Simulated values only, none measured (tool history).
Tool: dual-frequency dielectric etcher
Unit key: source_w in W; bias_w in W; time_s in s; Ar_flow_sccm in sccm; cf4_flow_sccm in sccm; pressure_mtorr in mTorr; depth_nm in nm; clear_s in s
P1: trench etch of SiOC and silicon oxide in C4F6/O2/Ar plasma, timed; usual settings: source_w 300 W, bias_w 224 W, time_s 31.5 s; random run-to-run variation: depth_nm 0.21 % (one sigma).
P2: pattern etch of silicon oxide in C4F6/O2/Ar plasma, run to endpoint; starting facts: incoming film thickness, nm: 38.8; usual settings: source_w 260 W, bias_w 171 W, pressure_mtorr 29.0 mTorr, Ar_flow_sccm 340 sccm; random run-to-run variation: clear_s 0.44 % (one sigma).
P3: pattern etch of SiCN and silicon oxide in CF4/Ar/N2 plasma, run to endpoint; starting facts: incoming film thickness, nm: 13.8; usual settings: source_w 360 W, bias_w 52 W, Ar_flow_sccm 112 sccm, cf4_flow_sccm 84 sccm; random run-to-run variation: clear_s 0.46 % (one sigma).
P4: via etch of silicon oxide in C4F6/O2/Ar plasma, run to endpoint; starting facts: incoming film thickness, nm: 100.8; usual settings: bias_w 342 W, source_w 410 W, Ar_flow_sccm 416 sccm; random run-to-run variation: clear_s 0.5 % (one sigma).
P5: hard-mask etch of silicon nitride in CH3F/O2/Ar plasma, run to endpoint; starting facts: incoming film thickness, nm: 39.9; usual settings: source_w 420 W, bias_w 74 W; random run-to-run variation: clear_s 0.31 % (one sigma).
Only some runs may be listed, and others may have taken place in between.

run,hour,process,source_w,bias_w,time_s,Ar_flow_sccm,cf4_flow_sccm,pressure_mtorr,hours since the last wet clean,hours since the last source power generator calibration,hours since the last bias power generator calibration,depth_nm,clear_s
1,9.7,P1,300,224,31.5,,,,429.5,331.4,2585.8,59.967,
2,19.6,P5,420,74,,,,,439.4,341.3,2595.7,,55.491
3,33.3,P4,410,478,,416,,,453.1,355.0,2609.4,,23.410
4,46.0,P1,240,224,31.5,,,,465.8,367.7,2622.1,55.185,
5,53.5,P3,440,52,,112,84,,473.3,375.2,2629.6,,18.159
6,62.6,P1,300,297,31.5,,,,482.4,384.3,2638.7,66.252,
7,74.5,P1,400,224,31.5,,,,494.3,396.2,2650.6,67.120,
8,82.9,P1,300,154,31.5,,,,502.7,404.6,2659.0,52.927,
9,90.6,P4,410,342,,416,,,510.4,412.3,2666.7,,26.385
10,98.5,P1,210,188,31.5,,,,518.3,420.2,2674.6,49.446,
11,113.0,P3,360,67,,112,84,,532.8,434.7,2689.1,,20.209
12,120.7,P2,260,171,,340,,29.0,540.5,442.4,2696.8,,15.071
13,133.9,P5,420,74,,,,,553.7,455.6,2710.0,,55.272
14,141.3,P2,260,101,,340,,29.0,561.1,463.0,2717.4,,17.670
15,155.7,P1,300,224,31.5,,,,575.5,477.4,2731.8,60.258,
16,171.6,P3,360,52,,112,101,,591.4,493.3,2747.7,,21.266
17,188.0,P2,210,171,,340,,29.0,607.8,509.7,2764.1,,16.514
# hour 197.2: bias power generator calibrated
18,202.4,P3,360,52,,112,84,,622.2,524.1,5.2,,21.885
19,215.1,P4,280,342,,416,,,634.9,536.8,17.9,,30.293
20,230.1,P5,420,100,,,,,649.9,551.8,32.9,,49.568
21,238.9,P1,300,224,17.5,,,,658.7,560.6,41.7,33.287,
22,252.4,P2,260,171,,340,,29.0,672.2,574.1,55.2,,15.190
23,260.1,P1,390,170,31.5,,,,679.9,581.8,62.9,60.590,
24,269.5,P4,410,342,,328,,,689.3,591.2,72.3,,25.792
25,283.1,P1,300,224,31.5,,,,702.9,604.8,85.9,59.985,
# hour 290.2: source power generator calibrated
26,291.3,P1,300,224,31.5,,,,711.1,1.1,94.1,60.185,
27,300.5,P2,260,171,,268,,29.0,720.3,10.3,103.3,,14.771
28,314.7,P1,300,224,41.0,,,,734.5,24.5,117.5,78.034,
29,322.2,P1,300,224,31.5,,,,742.0,32.0,125.0,60.224,
30,330.1,P3,360,52,,77,84,,749.9,39.9,132.9,,20.669
31,346.2,P2,260,171,,340,,36.5,766.0,56.0,149.0,,15.566
32,354.5,P4,410,342,,416,,,774.3,64.3,157.3,,26.381
33,370.7,P5,510,74,,,,,790.5,80.5,173.5,,51.478
34,380.2,P1,300,224,31.5,,,,800.0,90.0,183.0,60.000,
35,396.8,P1,300,224,31.5,,,,816.6,106.6,199.6,60.292,
36,407.6,P1,300,224,31.5,,,,827.4,117.4,210.4,60.708,
37,418.4,P1,300,224,31.5,,,,838.2,128.2,221.2,60.551,
38,431.1,P1,300,224,31.5,,,,850.9,140.9,233.9,60.613,
39,444.3,P1,300,224,31.5,,,,864.1,154.1,247.1,60.698,
40,459.4,P1,300,224,31.5,,,,879.2,169.2,262.2,60.859,
41,468.9,P1,300,224,31.5,,,,888.7,178.7,271.7,60.832,
42,480.5,P1,300,224,31.5,,,,900.3,190.3,283.3,60.633,
# hour 481.1: wet clean of the chamber
43,495.9,P1,300,224,31.5,,,,14.9,205.7,298.7,60.837,
44,508.6,P1,300,224,31.5,,,,27.6,218.4,311.4,60.916,
45,516.1,P1,300,224,31.5,,,,35.1,225.9,318.9,60.671,

Compared with where it was, what P1 gives has crept away. Each cause listed below fits the log as well as the rest, at the size given for it:
A: source power that arrives over what is set, % = 3.91
B: bias power that arrives over what is set, % = 4.42
The drift started at roughly hour 380.2.
The rest of the possible causes, and what rules out each one:
chamber walls in a state that raises the etch rate, %: serviced at hour 481.1, which brought nothing back

The 4 check runs listed below each average the results of 3 wafers, and their outcomes are marked with question marks. Under which run would the listed causes produce clearly different results?
check 1,523.6,P5,500,88,,,,,,,,,?
check 2,523.6,P2,260,105,,270,,29.0,,,,,?
check 3,523.6,P4,310,476,,416,,,,,,,?
check 4,523.6,P3,360,65,,83,84,,,,,,?

What each check would give under each cause:
check,result,if A,if B
check 1,clear_s,48.043,48.002
check 2,clear_s,16.885,16.932
check 3,clear_s,25.599,25.543
check 4,clear_s,18.843,19.229
Gap, in per cent, between the two causes that each check separates least, read from the result that separates them most: check 1 0.08 %; check 2 0.28 %; check 3 0.22 %; check 4 2.03 %
Only check 4 tells the causes apart: in the others they would give nearly the same result.

Check 4 was then run and gave: clear_s 18.868 s. Which cause is it?

It is A: source power that arrives over what is set, %.
